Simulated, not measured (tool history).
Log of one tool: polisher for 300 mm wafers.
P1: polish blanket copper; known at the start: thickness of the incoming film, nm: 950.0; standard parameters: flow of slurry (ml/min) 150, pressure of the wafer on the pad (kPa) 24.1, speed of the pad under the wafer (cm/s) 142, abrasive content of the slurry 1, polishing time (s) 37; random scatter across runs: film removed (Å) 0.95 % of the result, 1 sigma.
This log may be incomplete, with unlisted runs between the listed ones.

run,hour,flow of slurry (ml/min),pressure of the wafer on the pad (kPa),speed of the pad under the wafer (cm/s),abrasive content of the slurry,polishing time (s),wafers polished on this pad,hours since the slurry nozzle was cleaned,hours since the head pressure was calibrated,hours since the slurry blender was calibrated,film removed (Å)
1,4.5,150,24.1,142,1,37,516,138.4,106.6,53.8,1539.6
2,11.2,150,24.1,142,0.7,37,620,145.1,113.3,60.5,1419.9
3,15.2,95,24.1,142,1.35,37,683,149.1,117.3,64.5,1464.3
4,18.4,150,33.8,142,1,37,733,152.3,120.5,67.7,2129.5
5,22.8,150,24.1,142,1,37,801,156.7,124.9,72.1,1541.7
6,28.2,150,35.9,78,1,37,885,162.1,130.3,77.5,1243.7
7,34.6,150,24.1,142,1,37,985,168.5,136.7,83.9,1498.2
8,40.3,215,24.1,74,1,37,1074,174.2,142.4,89.6,835.98
9,44,150,24.1,142,1,37,1131,177.9,146.1,93.3,1535.9
# hour 45.7: slurry nozzle cleaned
10,47.5,225,24.1,142,1,37,1186,1.8,149.6,96.8,1614.2
11,52.5,90,24.1,142,1,37,1264,6.8,154.6,101.8,1338.1
12,58.5,150,24.1,142,1,54,1357,12.8,160.6,107.8,2229.2
13,62.9,150,24.1,142,1,18,1426,17.2,165,112.2,743.26
14,67.3,150,24.1,142,1,37,1494,21.6,169.4,116.6,1531.8

What does the tool deliver on the next run?
15,70.9,150,24.1,204,1,37,1550,25.2,173,120.2,?

{"run 15": {"film removed (Å)": 2197.9}}
